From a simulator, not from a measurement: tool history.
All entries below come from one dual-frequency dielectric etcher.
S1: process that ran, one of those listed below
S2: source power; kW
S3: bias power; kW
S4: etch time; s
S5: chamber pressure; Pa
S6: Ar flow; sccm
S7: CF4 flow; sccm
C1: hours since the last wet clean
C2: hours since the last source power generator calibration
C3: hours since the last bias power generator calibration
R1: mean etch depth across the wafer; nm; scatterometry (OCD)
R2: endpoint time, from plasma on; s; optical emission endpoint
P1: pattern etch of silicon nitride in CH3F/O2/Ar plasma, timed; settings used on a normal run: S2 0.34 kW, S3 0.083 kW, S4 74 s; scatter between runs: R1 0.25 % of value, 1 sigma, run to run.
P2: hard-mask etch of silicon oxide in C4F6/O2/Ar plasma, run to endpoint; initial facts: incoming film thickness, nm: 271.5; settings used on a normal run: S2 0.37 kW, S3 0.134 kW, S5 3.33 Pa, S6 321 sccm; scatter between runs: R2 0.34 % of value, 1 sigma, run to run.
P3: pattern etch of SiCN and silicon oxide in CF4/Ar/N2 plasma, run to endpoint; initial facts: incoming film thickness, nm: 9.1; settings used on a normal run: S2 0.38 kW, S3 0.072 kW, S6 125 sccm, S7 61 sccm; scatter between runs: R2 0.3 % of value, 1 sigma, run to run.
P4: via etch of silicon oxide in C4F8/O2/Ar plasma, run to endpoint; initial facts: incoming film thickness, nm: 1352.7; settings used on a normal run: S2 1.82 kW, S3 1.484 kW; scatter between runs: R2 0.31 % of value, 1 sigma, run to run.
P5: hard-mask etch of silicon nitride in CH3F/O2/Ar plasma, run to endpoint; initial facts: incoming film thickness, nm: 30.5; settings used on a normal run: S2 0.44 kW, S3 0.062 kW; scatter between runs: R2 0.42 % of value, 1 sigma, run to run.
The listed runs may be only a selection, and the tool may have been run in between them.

run,hour,S1,S2,S3,S4,S5,S6,S7,C1,C2,C3,R1,R2
1,4.1,P1,0.34,0.083,74,,,,282.8,669.3,515,51.697,
2,9.2,P1,0.34,0.058,102.5,,,,287.9,674.4,520.1,62.926,
3,12.9,P1,0.34,0.083,74,,,,291.6,678.1,523.8,51.841,
4,15.9,P2,0.51,0.134,,3.33,321,,294.6,681.1,526.8,,83.127
5,21.7,P2,0.37,0.188,,3.33,321,,300.4,686.9,532.6,,85.348
6,27.1,P1,0.34,0.083,74,,,,305.8,692.3,538,51.477,
7,31.8,P4,1.08,1.484,,,,,310.5,697,542.7,,372.01
8,35.8,P3,0.38,0.072,,,125,40,314.5,701,546.7,,13.837
9,40.9,P1,0.34,0.11,74,,,,319.6,706.1,551.8,57.402,
10,45.8,P1,0.34,0.083,105,,,,324.5,711,556.7,73.511,
11,49.4,P1,0.34,0.083,51,,,,328.1,714.6,560.3,35.585,
12,54.3,P5,0.27,0.062,,,,,333,719.5,565.2,,53.625
13,57.6,P4,1.82,0.905,,,,,336.3,722.8,568.5,,343.1
14,60.7,P5,0.44,0.062,,,,,339.4,725.9,571.6,,44.084
15,65.5,P2,0.37,0.134,,3.33,382,,344.2,730.7,576.4,,96.054
16,71.1,P3,0.38,0.072,,,125,61,349.8,736.3,582,,12.985
17,74.1,P4,1.82,1.484,,,,,352.8,739.3,585,,301.2
18,79.2,P2,0.37,0.134,,4.07,321,,357.9,744.4,590.1,,96.779
19,83.3,P5,0.44,0.038,,,,,362,748.5,594.2,,51.654
20,86.3,P2,0.37,0.134,,3.33,321,,365,751.5,597.2,,94.675
21,89.1,P1,0.28,0.083,56,,,,367.8,754.3,600,36.355,
22,95,P3,0.38,0.046,,,125,61,373.7,760.2,605.9,,15.029
23,99.1,P3,0.26,0.072,,,125,61,377.8,764.3,610,,17.92
24,102.2,P1,0.45,0.083,74,,,,380.9,767.4,613.1,57.361,
25,106.8,P1,0.34,0.083,74,,,,385.5,772,617.7,51.507,
26,110,P1,0.34,0.083,74,,,,388.7,775.2,620.9,51.712,
27,114.9,P1,0.34,0.083,74,,,,393.6,780.1,625.8,51.727,
28,118.9,P1,0.25,0.103,74,,,,397.6,784.1,629.8,49.881,
29,122.8,P3,0.38,0.072,,,80,61,401.5,788,633.7,,12.087
30,126.1,P1,0.23,0.083,74,,,,404.8,791.3,637,44.495,
31,128.9,P1,0.34,0.052,74,,,,407.6,794.1,639.8,44.132,
32,134.1,P2,0.37,0.134,,3.33,321,,412.8,799.3,645,,94.713
33,138.4,P1,0.34,0.083,74,,,,417.1,803.6,649.3,51.571,
34,144,P1,0.34,0.083,74,,,,422.7,809.2,654.9,51.247,
35,146.7,P1,0.34,0.083,74,,,,425.4,811.9,657.6,51.995,

What does the tool deliver on the next run?
36,149.4,P1,0.34,0.083,74,,,,428.1,814.6,660.3,?,

R1: 52.189 nm
